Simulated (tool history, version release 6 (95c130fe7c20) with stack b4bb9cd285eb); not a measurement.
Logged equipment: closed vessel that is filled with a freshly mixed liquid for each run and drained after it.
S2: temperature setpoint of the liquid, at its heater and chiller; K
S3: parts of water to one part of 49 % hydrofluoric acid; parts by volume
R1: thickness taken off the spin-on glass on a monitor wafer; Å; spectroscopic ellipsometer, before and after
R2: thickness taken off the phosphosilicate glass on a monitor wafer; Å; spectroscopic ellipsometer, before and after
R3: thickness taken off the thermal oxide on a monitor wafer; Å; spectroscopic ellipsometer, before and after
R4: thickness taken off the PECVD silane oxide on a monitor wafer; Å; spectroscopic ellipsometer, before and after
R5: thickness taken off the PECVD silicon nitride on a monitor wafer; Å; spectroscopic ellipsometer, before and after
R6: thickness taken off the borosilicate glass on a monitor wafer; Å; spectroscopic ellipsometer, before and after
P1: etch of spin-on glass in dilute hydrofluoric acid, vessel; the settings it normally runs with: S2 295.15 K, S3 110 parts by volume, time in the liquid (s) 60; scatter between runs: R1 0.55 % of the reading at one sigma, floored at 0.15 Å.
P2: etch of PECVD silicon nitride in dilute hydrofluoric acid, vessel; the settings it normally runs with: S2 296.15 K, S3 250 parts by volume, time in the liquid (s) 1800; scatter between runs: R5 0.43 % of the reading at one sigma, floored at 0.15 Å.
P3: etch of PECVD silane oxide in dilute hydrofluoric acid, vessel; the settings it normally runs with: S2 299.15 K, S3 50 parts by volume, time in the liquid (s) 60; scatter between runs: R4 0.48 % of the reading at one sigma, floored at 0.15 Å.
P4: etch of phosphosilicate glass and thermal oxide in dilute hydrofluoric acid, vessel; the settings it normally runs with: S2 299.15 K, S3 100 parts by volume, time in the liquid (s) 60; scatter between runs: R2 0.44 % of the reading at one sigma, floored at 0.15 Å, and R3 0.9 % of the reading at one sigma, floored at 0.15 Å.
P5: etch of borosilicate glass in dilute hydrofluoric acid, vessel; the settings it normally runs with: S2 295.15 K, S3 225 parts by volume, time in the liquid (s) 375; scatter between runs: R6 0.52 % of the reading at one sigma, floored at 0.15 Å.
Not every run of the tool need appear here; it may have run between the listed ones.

Run 1, day 0.283: process that ran P1, S2 295.15 K, S3 110 parts by volume, time in the liquid (s) 60. Result: R1 236.410 Å.
Run 2, day 0.521: process that ran P1, S2 295.15 K, S3 110 parts by volume, time in the liquid (s) 60. Result: R1 236.170 Å.
Run 3, day 0.679: process that ran P1, S2 295.15 K, S3 110 parts by volume, time in the liquid (s) 60. Result: R1 238.450 Å.
Run 4, day 0.988: process that ran P1, S2 295.15 K, S3 110 parts by volume, time in the liquid (s) 60. Result: R1 235.810 Å.
Run 5, day 1.325: process that ran P4, S2 299.15 K, S3 175 parts by volume, time in the liquid (s) 60. Result: R2 547.54 Å, R3 16.580 Å.
Run 6, day 1.679: process that ran P3, S2 299.15 K, S3 50 parts by volume, time in the liquid (s) 105. Result: R4 1209.70 Å.
Run 7, day 1.842: process that ran P4, S2 292.65 K, S3 100 parts by volume, time in the liquid (s) 60. Result: R2 818.55 Å, R3 24.402 Å.
Run 8, day 2.083: process that ran P2, S2 296.15 K, S3 250 parts by volume, time in the liquid (s) 1800. Result: R5 115.32 Å.
Run 9, day 2.433: process that ran P1, S2 290.15 K, S3 110 parts by volume, time in the liquid (s) 60. Result: R1 193.690 Å.
Run 10, day 2.717: process that ran P1, S2 290.15 K, S3 150 parts by volume, time in the liquid (s) 60. Result: R1 136.190 Å.
Run 11, day 2.912: process that ran P4, S2 299.15 K, S3 100 parts by volume, time in the liquid (s) 30. Result: R2 527.79 Å, R3 15.928 Å.
Run 12, day 3.250: process that ran P1, S2 300.15 K, S3 110 parts by volume, time in the liquid (s) 60. Result: R1 286.150 Å.
Run 13, day 3.425: process that ran P1, S2 295.15 K, S3 110 parts by volume, time in the liquid (s) 60. Result: R1 235.930 Å.
Run 14, day 3.671: process that ran P1, S2 295.15 K, S3 110 parts by volume, time in the liquid (s) 100. Result: R1 394.710 Å.
Run 15, day 3.988: process that ran P1, S2 295.15 K, S3 155 parts by volume, time in the liquid (s) 30. Result: R1 80.519 Å.
At day 4.175: hydrofluoric acid flow meter replaced.
Run 16, day 4.279: process that ran P1, S2 295.15 K, S3 70 parts by volume, time in the liquid (s) 60. Result: R1 388.660 Å.
Run 17, day 4.583: process that ran P2, S2 296.15 K, S3 250 parts by volume, time in the liquid (s) 3175. Result: R5 204.22 Å.
Run 18, day 4.888: process that ran P5, S2 295.15 K, S3 225 parts by volume, time in the liquid (s) 645. Result: R6 481.82 Å.
Run 19, day 5.208: process that ran P3, S2 291.15 K, S3 50 parts by volume, time in the liquid (s) 60. Result: R4 494.59 Å.
Run 20, day 5.446: process that ran P3, S2 299.15 K, S3 70 parts by volume, time in the liquid (s) 60. Result: R4 478.51 Å.
Run 21, day 5.775: process that ran P5, S2 295.15 K, S3 315 parts by volume, time in the liquid (s) 375. Result: R6 185.46 Å.
Run 22, day 6.075: process that ran P1, S2 295.15 K, S3 110 parts by volume, time in the liquid (s) 30. Result: R1 118.390 Å.
Run 23, day 6.392: process that ran P2, S2 301.65 K, S3 250 parts by volume, time in the liquid (s) 1800. Result: R5 161.90 Å.
Run 24, day 6.617: process that ran P5, S2 295.15 K, S3 225 parts by volume, time in the liquid (s) 375. Result: R6 281.75 Å.
Run 25, day 6.962: process that ran P1, S2 295.15 K, S3 160 parts by volume, time in the liquid (s) 60. Result: R1 154.920 Å.
Run 26, day 7.167: process that ran P5, S2 302.65 K, S3 225 parts by volume, time in the liquid (s) 375. Result: R6 368.70 Å.
Run 27, day 7.488: process that ran P4, S2 299.15 K, S3 100 parts by volume, time in the liquid (s) 60. Result: R2 1055.40 Å, R3 31.670 Å.
Run 28, day 7.796: process that ran P2, S2 296.15 K, S3 40 parts by volume, time in the liquid (s) 1800. Result: R5 706.61 Å.
Run 29, day 8.017: process that ran P3, S2 299.15 K, S3 50 parts by volume, time in the liquid (s) 60. Result: R4 687.08 Å.
Run 30, day 8.208: process that ran P1, S2 295.15 K, S3 110 parts by volume, time in the liquid (s) 60. Result: R1 235.610 Å.
Run 31, day 8.446: process that ran P1, S2 295.15 K, S3 110 parts by volume, time in the liquid (s) 60. Result: R1 244.890 Å.
Run 32, day 8.767: process that ran P1, S2 295.15 K, S3 110 parts by volume, time in the liquid (s) 60. Result: R1 247.170 Å.
Run 33, day 8.979: process that ran P1, S2 295.15 K, S3 110 parts by volume, time in the liquid (s) 60. Result: R1 246.560 Å.
Run 34, day 9.162: process that ran P1, S2 295.15 K, S3 110 parts by volume, time in the liquid (s) 60. Result: R1 248.230 Å.
Run 35, day 9.383: process that ran P1, S2 295.15 K, S3 110 parts by volume, time in the liquid (s) 60. Result: R1 250.420 Å.
Run 36, day 9.625: process that ran P1, S2 295.15 K, S3 110 parts by volume, time in the liquid (s) 60. Result: R1 250.100 Å.
Run 37, day 9.912: process that ran P1, S2 295.15 K, S3 110 parts by volume, time in the liquid (s) 60. Result: R1 250.760 Å.
Run 38, day 10.188: process that ran P1, S2 295.15 K, S3 110 parts by volume, time in the liquid (s) 60. Result: R1 253.810 Å.
Run 39, day 10.383: process that ran P1, S2 295.15 K, S3 110 parts by volume, time in the liquid (s) 60. Result: R1 251.860 Å.

The output of P1 has drifted from where it used to be. Each of the 2 causes below, taken at the size shown beside it, accounts for the log equally well:
A: liquid hotter than its thermometer reads (K) = 1.6
B: hydrofluoric acid flow above the setpoint (%) = 5.81
Creep in the process output first set in at about day 8.208.

Which of the 4 check runs listed below separates the causes, so that each cause would produce a clearly different result? Each run uses one wafer, and its results are marked with question marks.
Run check 1, day 10.579: process that ran P4, S2 299.15 K, S3 135 parts by volume, time in the liquid (s) 60. Result: R2 ?, R3 ?.
Run check 2, day 10.579: process that ran P2, S2 296.15 K, S3 250 parts by volume, time in the liquid (s) 3150. Result: R5 ?.
Run check 3, day 10.579: process that ran P5, S2 298.15 K, S3 225 parts by volume, time in the liquid (s) 595. Result: R6 ?.
Run check 4, day 10.579: process that ran P3, S2 299.15 K, S3 50 parts by volume, time in the liquid (s) 90. Result: R4 ?.

How each check would come out, cause by cause:
  check  result     if A     if B
check 1      R2   796.97   801.31
check 1      R3   23.537   23.665
check 2      R5   224.52   214.88
check 3      R6   525.95   532.70
check 4      R4  1102.10  1097.70
Smallest distance between any two causes, each pair judged by its most separating result, in per cent: check 1 0.54 %; check 2 4.39 %; check 3 1.28 %; check 4 0.4 %
The other checks would show nearly matching results whichever cause is true, so check 2 is the only one that separates the causes.

Then check 2 was run and gave: R5 215.65 Å. Which cause is it?

B is the cause: hydrofluoric acid flow above the setpoint (%).

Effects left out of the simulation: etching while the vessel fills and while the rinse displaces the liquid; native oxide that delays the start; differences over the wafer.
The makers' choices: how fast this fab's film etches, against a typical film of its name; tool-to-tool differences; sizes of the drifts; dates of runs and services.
